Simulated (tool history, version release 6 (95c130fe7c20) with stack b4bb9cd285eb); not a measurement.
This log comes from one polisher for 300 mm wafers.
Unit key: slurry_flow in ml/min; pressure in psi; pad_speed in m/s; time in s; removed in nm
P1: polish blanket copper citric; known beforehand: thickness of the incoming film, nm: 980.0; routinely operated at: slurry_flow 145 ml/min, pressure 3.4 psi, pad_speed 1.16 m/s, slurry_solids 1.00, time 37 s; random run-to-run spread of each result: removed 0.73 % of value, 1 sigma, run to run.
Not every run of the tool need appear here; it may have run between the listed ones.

| run | hour | slurry_flow | pressure | pad_speed | slurry_solids | time | wafers polished on this pad | hours since the slurry nozzle was cleaned | hours since the head pressure was calibrated | hours since the slurry blender was calibrated | removed |
|---|---|---|---|---|---|---|---|---|---|---|---|
| 1 | 3.6 | 145 | 3.4 | 1.16 | 1.00 | 37 | 437 | 128.2 | 181.7 | 73.8 | 90.406 |
| 2 | 8.3 | 145 | 3.4 | 1.16 | 1.00 | 37 | 472 | 132.9 | 186.4 | 78.5 | 88.966 |
| 3 | 11.1 | 145 | 3.4 | 1.16 | 0.50 | 37 | 493 | 135.7 | 189.2 | 81.3 | 78.035 |
|  | 11.6 | head pressure recalibrated |
| 4 | 16.4 | 145 | 3.4 | 1.16 | 1.00 | 37 | 533 | 141.0 | 4.8 | 86.6 | 91.291 |
| 5 | 19.8 | 105 | 3.4 | 1.16 | 1.00 | 37 | 558 | 144.4 | 8.2 | 90.0 | 84.878 |
| 6 | 22.4 | 145 | 3.4 | 0.86 | 1.00 | 37 | 578 | 147.0 | 10.8 | 92.6 | 67.604 |
| 7 | 25.1 | 225 | 3.4 | 1.16 | 1.00 | 37 | 598 | 149.7 | 13.5 | 95.3 | 95.829 |
| 8 | 28.4 | 145 | 4.7 | 1.16 | 1.00 | 37 | 623 | 153.0 | 16.8 | 98.6 | 123.700 |
| 9 | 33.8 | 145 | 3.4 | 1.16 | 1.45 | 37 | 663 | 158.4 | 22.2 | 104.0 | 98.167 |
| 10 | 37.5 | 145 | 3.4 | 1.16 | 1.00 | 37 | 691 | 162.1 | 25.9 | 107.7 | 89.840 |
| 11 | 40.6 | 145 | 3.4 | 1.76 | 1.00 | 37 | 714 | 165.2 | 29.0 | 110.8 | 136.500 |
| 12 | 43.2 | 145 | 3.4 | 1.16 | 1.00 | 54 | 733 | 167.8 | 31.6 | 113.4 | 132.380 |
| 13 | 45.7 | 145 | 3.4 | 1.16 | 1.00 | 37 | 752 | 170.3 | 34.1 | 115.9 | 89.783 |
| 14 | 50.6 | 145 | 2.1 | 1.16 | 1.00 | 37 | 789 | 175.2 | 39.0 | 120.8 | 55.826 |
| 15 | 54.7 | 145 | 5.3 | 1.16 | 1.00 | 46 | 819 | 179.3 | 43.1 | 124.9 | 175.190 |
| 16 | 57.1 | 145 | 3.4 | 1.16 | 1.00 | 37 | 837 | 181.7 | 45.5 | 127.3 | 90.138 |
| 17 | 59.5 | 145 | 3.4 | 1.16 | 1.00 | 19 | 855 | 184.1 | 47.9 | 129.7 | 46.097 |
| 18 | 62.3 | 145 | 3.4 | 1.16 | 1.00 | 37 | 876 | 186.9 | 50.7 | 132.5 | 89.382 |
| 19 | 66.4 | 145 | 3.4 | 1.16 | 1.00 | 37 | 907 | 191.0 | 54.8 | 136.6 | 86.381 |
| 20 | 70.7 | 145 | 3.4 | 1.16 | 1.00 | 37 | 939 | 195.3 | 59.1 | 140.9 | 83.550 |
| 21 | 74.1 | 145 | 3.4 | 1.16 | 1.00 | 37 | 964 | 198.7 | 62.5 | 144.3 | 84.442 |
|  | 76.4 | slurry blender recalibrated |
| 22 | 79.1 | 145 | 3.4 | 1.16 | 1.00 | 37 | 1002 | 203.7 | 67.5 | 2.7 | 84.106 |
|  | 80.7 | head pressure recalibrated |
| 23 | 82.1 | 145 | 3.4 | 1.16 | 1.00 | 37 | 1024 | 206.7 | 1.4 | 5.7 | 82.814 |

Expected results for the next run?
| 24 | 85.1 | 145 | 3.4 | 1.16 | 1.00 | 37 | 1047 | 209.7 | 4.4 | 8.7 | ? |

For run 24 the tool returned removed 82.224 nm.
